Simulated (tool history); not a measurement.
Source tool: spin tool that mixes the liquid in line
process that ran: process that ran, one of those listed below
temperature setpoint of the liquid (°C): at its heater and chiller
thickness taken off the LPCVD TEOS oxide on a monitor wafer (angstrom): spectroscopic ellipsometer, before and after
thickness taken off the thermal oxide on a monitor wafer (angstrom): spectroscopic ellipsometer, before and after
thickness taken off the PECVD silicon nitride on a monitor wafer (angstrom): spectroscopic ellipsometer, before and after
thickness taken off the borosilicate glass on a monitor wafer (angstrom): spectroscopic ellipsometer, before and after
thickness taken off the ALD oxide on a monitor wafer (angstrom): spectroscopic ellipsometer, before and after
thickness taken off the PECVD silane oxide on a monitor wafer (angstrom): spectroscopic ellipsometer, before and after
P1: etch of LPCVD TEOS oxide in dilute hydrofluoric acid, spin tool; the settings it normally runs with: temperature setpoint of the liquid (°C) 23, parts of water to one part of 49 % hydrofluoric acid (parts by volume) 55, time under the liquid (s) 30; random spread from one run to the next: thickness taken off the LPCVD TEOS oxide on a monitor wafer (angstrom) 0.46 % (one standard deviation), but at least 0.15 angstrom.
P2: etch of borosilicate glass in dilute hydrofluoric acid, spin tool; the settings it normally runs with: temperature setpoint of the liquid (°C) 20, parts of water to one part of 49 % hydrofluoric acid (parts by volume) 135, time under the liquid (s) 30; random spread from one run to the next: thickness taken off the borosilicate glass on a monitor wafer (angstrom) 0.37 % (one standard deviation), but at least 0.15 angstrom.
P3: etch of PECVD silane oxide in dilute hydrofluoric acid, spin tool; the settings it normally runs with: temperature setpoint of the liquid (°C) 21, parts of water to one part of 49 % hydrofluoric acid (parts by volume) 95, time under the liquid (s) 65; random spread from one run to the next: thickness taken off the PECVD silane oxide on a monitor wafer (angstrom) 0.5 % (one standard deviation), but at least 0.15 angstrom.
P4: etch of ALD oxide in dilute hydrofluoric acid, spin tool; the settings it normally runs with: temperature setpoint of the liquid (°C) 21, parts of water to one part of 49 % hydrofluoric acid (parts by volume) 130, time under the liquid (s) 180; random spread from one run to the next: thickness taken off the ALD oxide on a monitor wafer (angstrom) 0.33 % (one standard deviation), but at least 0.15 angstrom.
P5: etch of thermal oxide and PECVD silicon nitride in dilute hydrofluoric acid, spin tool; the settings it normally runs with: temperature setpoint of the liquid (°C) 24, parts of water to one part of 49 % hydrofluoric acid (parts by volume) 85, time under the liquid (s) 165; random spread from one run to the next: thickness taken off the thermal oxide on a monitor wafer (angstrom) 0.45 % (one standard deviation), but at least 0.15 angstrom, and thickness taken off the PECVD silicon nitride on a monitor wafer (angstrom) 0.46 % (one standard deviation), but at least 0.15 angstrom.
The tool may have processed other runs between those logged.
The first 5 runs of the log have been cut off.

run	day	process that ran	temperature setpoint of the liquid (°C)	parts of water to one part of 49 % hydrofluoric acid (parts by volume)	time under the liquid (s)	hours since the thermometer was replaced	hours since the hydrofluoric acid flow meter was replaced	thickness taken off the LPCVD TEOS oxide on a monitor wafer (angstrom)	thickness taken off the thermal oxide on a monitor wafer (angstrom)	thickness taken off the PECVD silicon nitride on a monitor wafer (angstrom)	thickness taken off the borosilicate glass on a monitor wafer (angstrom)	thickness taken off the ALD oxide on a monitor wafer (angstrom)	thickness taken off the PECVD silane oxide on a monitor wafer (angstrom)
6	2.008	P2	24.5	135	30	2220.5	1255.5				100.16		
7	2.504	P1	23	100	30	2232.4	1267.4	157.04					
8	2.833	P1	23	55	30	2240.3	1275.3	307.04					
9	3.121	P2	20	135	30	2247.2	1282.2				83.893		
10	3.362	P1	23	20	30	2253	1288	875.01					
11	3.683	P5	24	35	165	2260.7	1295.7		259	172.23			
12	4.029	P5	24	85	165	2269	1304		99.839	71.783			
13	4.388	P4	24.5	130	180	2277.6	1312.6					158.88	
14	4.821	P4	21	210	180	2288	1323					79.095	
15	5.142	P1	17	55	30	2295.7	1330.7	235.96					
16	5.508	P3	17	95	65	2304.5	1339.5						256.64
17	6	P1	23	55	30	2316.3	1351.3	306.57					
18	6.367	P5	28.5	85	165	2325.1	1360.1		117.03	96.821			
19	6.754	P4	21	130	280	2334.4	1369.4					215.45	
20	7.067	P4	21	130	180	2341.9	1376.9					138.02	
21	7.392	P1	23	55	30	2349.7	1384.7	303.49					
22	7.612	P1	23	55	15	2355	1390	150.9					
23	8.071	P1	23	55	30	2366	1401	302.07					
24	8.45	P3	21	95	65	2375.1	1410.1						302.61
25	8.862	P3	21	95	65	2385	1420						303.06
26	9.35	P1	23	55	55	2396.7	1431.7	553.59					
27	9.825	P3	21	95	115	2408.1	1443.1						534
28	10.312	P2	20	135	15	2419.8	1454.8				42.459		
29	10.65	P1	30	80	30	2427.9	1462.9	266.54					

Forecast run 30:
30	11.1	P1	23	55	30	2438.7	1473.7	?					

thickness taken off the LPCVD TEOS oxide on a monitor wafer (angstrom): 300.36
